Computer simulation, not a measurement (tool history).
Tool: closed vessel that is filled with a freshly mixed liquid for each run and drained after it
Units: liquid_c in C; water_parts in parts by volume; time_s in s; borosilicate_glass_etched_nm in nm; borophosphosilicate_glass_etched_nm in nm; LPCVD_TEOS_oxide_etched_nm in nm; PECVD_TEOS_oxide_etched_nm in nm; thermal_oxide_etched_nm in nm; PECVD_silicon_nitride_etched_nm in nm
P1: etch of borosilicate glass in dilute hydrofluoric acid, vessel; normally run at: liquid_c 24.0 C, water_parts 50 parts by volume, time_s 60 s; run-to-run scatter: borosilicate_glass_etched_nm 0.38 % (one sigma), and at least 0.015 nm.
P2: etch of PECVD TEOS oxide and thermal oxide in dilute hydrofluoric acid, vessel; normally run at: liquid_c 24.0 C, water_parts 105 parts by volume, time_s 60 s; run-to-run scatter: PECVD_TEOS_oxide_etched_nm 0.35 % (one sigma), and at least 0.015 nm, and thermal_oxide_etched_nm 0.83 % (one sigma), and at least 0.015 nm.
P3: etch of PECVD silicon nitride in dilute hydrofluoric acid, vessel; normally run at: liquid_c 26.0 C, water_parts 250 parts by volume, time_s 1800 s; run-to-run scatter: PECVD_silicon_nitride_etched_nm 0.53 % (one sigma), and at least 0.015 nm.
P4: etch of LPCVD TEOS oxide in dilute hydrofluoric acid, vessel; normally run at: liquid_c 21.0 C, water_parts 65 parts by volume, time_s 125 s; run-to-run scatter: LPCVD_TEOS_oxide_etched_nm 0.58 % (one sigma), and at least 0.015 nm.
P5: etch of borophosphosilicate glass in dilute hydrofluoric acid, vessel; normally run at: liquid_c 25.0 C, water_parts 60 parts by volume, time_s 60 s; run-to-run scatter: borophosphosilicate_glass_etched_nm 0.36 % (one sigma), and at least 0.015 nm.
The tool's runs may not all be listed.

| run | day | process | liquid_c | water_parts | time_s | borosilicate_glass_etched_nm | borophosphosilicate_glass_etched_nm | LPCVD_TEOS_oxide_etched_nm | PECVD_TEOS_oxide_etched_nm | thermal_oxide_etched_nm | PECVD_silicon_nitride_etched_nm |
|---|---|---|---|---|---|---|---|---|---|---|---|
| 1 | 0.312 | P1 | 24.0 | 50 | 60 | 25.544 |  |  |  |  |  |
| 2 | 0.479 | P1 | 24.0 | 90 | 110 | 24.851 |  |  |  |  |  |
| 3 | 0.675 | P1 | 24.0 | 50 | 60 | 25.447 |  |  |  |  |  |
| 4 | 0.900 | P5 | 18.0 | 60 | 60 |  | 70.759 |  |  |  |  |
| 5 | 1.096 | P5 | 25.0 | 60 | 60 |  | 95.409 |  |  |  |  |
| 6 | 1.271 | P4 | 17.0 | 65 | 125 |  |  | 25.881 |  |  |  |
| 7 | 1.583 | P1 | 24.0 | 50 | 60 | 25.505 |  |  |  |  |  |
| 8 | 1.821 | P2 | 24.0 | 105 | 30 |  |  |  | 7.6923 | 1.3345 |  |
| 9 | 2.092 | P5 | 25.0 | 60 | 30 |  | 47.692 |  |  |  |  |
| 10 | 2.388 | P1 | 20.0 | 50 | 60 | 21.782 |  |  |  |  |  |
| 11 | 2.546 | P2 | 24.0 | 105 | 60 |  |  |  | 15.5110 | 2.6539 |  |
| 12 | 2.842 | P3 | 26.0 | 370 | 1800 |  |  |  |  |  | 9.39690 |
| 13 | 3.067 | P3 | 26.0 | 250 | 1800 |  |  |  |  |  | 13.95300 |
| 14 | 3.221 | P1 | 28.5 | 50 | 85 | 43.453 |  |  |  |  |  |
| 15 | 3.371 | P2 | 24.0 | 105 | 60 |  |  |  | 15.4560 | 2.6719 |  |
| 16 | 3.692 | P4 | 21.0 | 105 | 125 |  |  | 18.069 |  |  |  |
| 17 | 3.971 | P4 | 21.0 | 65 | 230 |  |  | 56.491 |  |  |  |
| 18 | 4.142 | P1 | 31.5 | 50 | 60 | 34.710 |  |  |  |  |  |
| 19 | 4.304 | P5 | 25.0 | 25 | 60 |  | 238.720 |  |  |  |  |
| 20 | 4.512 | P1 | 24.0 | 50 | 60 | 25.574 |  |  |  |  |  |
| 21 | 4.667 | P3 | 26.0 | 250 | 90 |  |  |  |  |  | 0.71744 |
| 22 | 4.858 | P4 | 21.0 | 65 | 125 |  |  | 30.999 |  |  |  |
| 23 | 5.129 | P1 | 24.0 | 90 | 60 | 13.418 |  |  |  |  |  |
| 24 | 5.446 | P2 | 24.0 | 25 | 60 |  |  |  | 72.0190 | 12.2360 |  |
| 25 | 5.692 | P1 | 29.5 | 50 | 30 | 15.941 |  |  |  |  |  |
|  | 5.879 | hydrofluoric acid flow meter replaced |
| 26 | 6.017 | P1 | 24.0 | 50 | 35 | 15.016 |  |  |  |  |  |
| 27 | 6.271 | P1 | 24.0 | 20 | 60 | 66.722 |  |  |  |  |  |
| 28 | 6.521 | P3 | 33.0 | 250 | 1800 |  |  |  |  |  | 20.88500 |
| 29 | 6.667 | P3 | 26.0 | 250 | 1800 |  |  |  |  |  | 13.97400 |
| 30 | 6.938 | P1 | 24.0 | 50 | 100 | 42.736 |  |  |  |  |  |
| 31 | 7.129 | P2 | 18.5 | 105 | 60 |  |  |  | 12.3260 | 2.1287 |  |
| 32 | 7.362 | P1 | 24.0 | 50 | 60 | 25.621 |  |  |  |  |  |
| 33 | 7.654 | P4 | 21.0 | 65 | 125 |  |  | 30.847 |  |  |  |
| 34 | 7.854 | P5 | 25.0 | 60 | 60 |  | 95.212 |  |  |  |  |
| 35 | 8.050 | P1 | 24.0 | 50 | 60 | 25.575 |  |  |  |  |  |
| 36 | 8.204 | P1 | 24.0 | 50 | 60 | 26.053 |  |  |  |  |  |
| 37 | 8.462 | P1 | 24.0 | 50 | 60 | 26.942 |  |  |  |  |  |
| 38 | 8.679 | P1 | 24.0 | 50 | 60 | 27.164 |  |  |  |  |  |
| 39 | 8.883 | P1 | 24.0 | 50 | 60 | 27.602 |  |  |  |  |  |
| 40 | 9.025 | P1 | 24.0 | 50 | 60 | 27.847 |  |  |  |  |  |
| 41 | 9.225 | P1 | 24.0 | 50 | 60 | 27.935 |  |  |  |  |  |
| 42 | 9.417 | P1 | 24.0 | 50 | 60 | 28.095 |  |  |  |  |  |
| 43 | 9.612 | P1 | 24.0 | 50 | 60 | 28.154 |  |  |  |  |  |
| 44 | 9.850 | P1 | 24.0 | 50 | 60 | 28.242 |  |  |  |  |  |
| 45 | 10.008 | P1 | 24.0 | 50 | 60 | 28.206 |  |  |  |  |  |
| 46 | 10.162 | P1 | 24.0 | 50 | 60 | 28.141 |  |  |  |  |  |

What P1 gives has crept away from where it was. These 2 causes fit the log equally well, each at the size given:
A: hydrofluoric acid flow above the setpoint (%) = 9.49
B: liquid hotter than its thermometer reads (K) = 2.37
The creep began at about day 8.050.

4 check runs are offered, each on 3 wafers whose results are averaged, their results left as question marks. Which one tells the causes apart?
| check 1 | 10.317 | P3 | 30.0 | 250 | 190 |  |  |  |  |  | ? |
| check 2 | 10.317 | P2 | 24.0 | 70 | 30 |  |  |  | ? | ? |  |
| check 3 | 10.317 | P5 | 25.0 | 35 | 30 |  | ? |  |  |  |  |
| check 4 | 10.317 | P4 | 18.0 | 65 | 125 |  |  | ? |  |  |  |

What each check would give under each cause:
| check | result | if A | if B |
|---|---|---|---|
| check 1 | PECVD_silicon_nitride_etched_nm | 2.04150 | 2.13410 |
| check 2 | PECVD_TEOS_oxide_etched_nm | 13.3550 | 13.3080 |
| check 2 | thermal_oxide_etched_nm | 2.3147 | 2.3066 |
| check 3 | borophosphosilicate_glass_etched_nm | 92.626 | 92.848 |
| check 4 | LPCVD_TEOS_oxide_etched_nm | 29.825 | 29.926 |
How far apart the two closest causes lie, in the result that separates them most: check 1 4.44 %; check 2 0.35 %; check 3 0.24 %; check 4 0.34 %
Only check 1 tells the causes apart: in the others they would give nearly the same result.

Check 1 was then run and gave: PECVD_silicon_nitride_etched_nm 2.04710 nm. Which cause is it?

It is A: hydrofluoric acid flow above the setpoint (%).

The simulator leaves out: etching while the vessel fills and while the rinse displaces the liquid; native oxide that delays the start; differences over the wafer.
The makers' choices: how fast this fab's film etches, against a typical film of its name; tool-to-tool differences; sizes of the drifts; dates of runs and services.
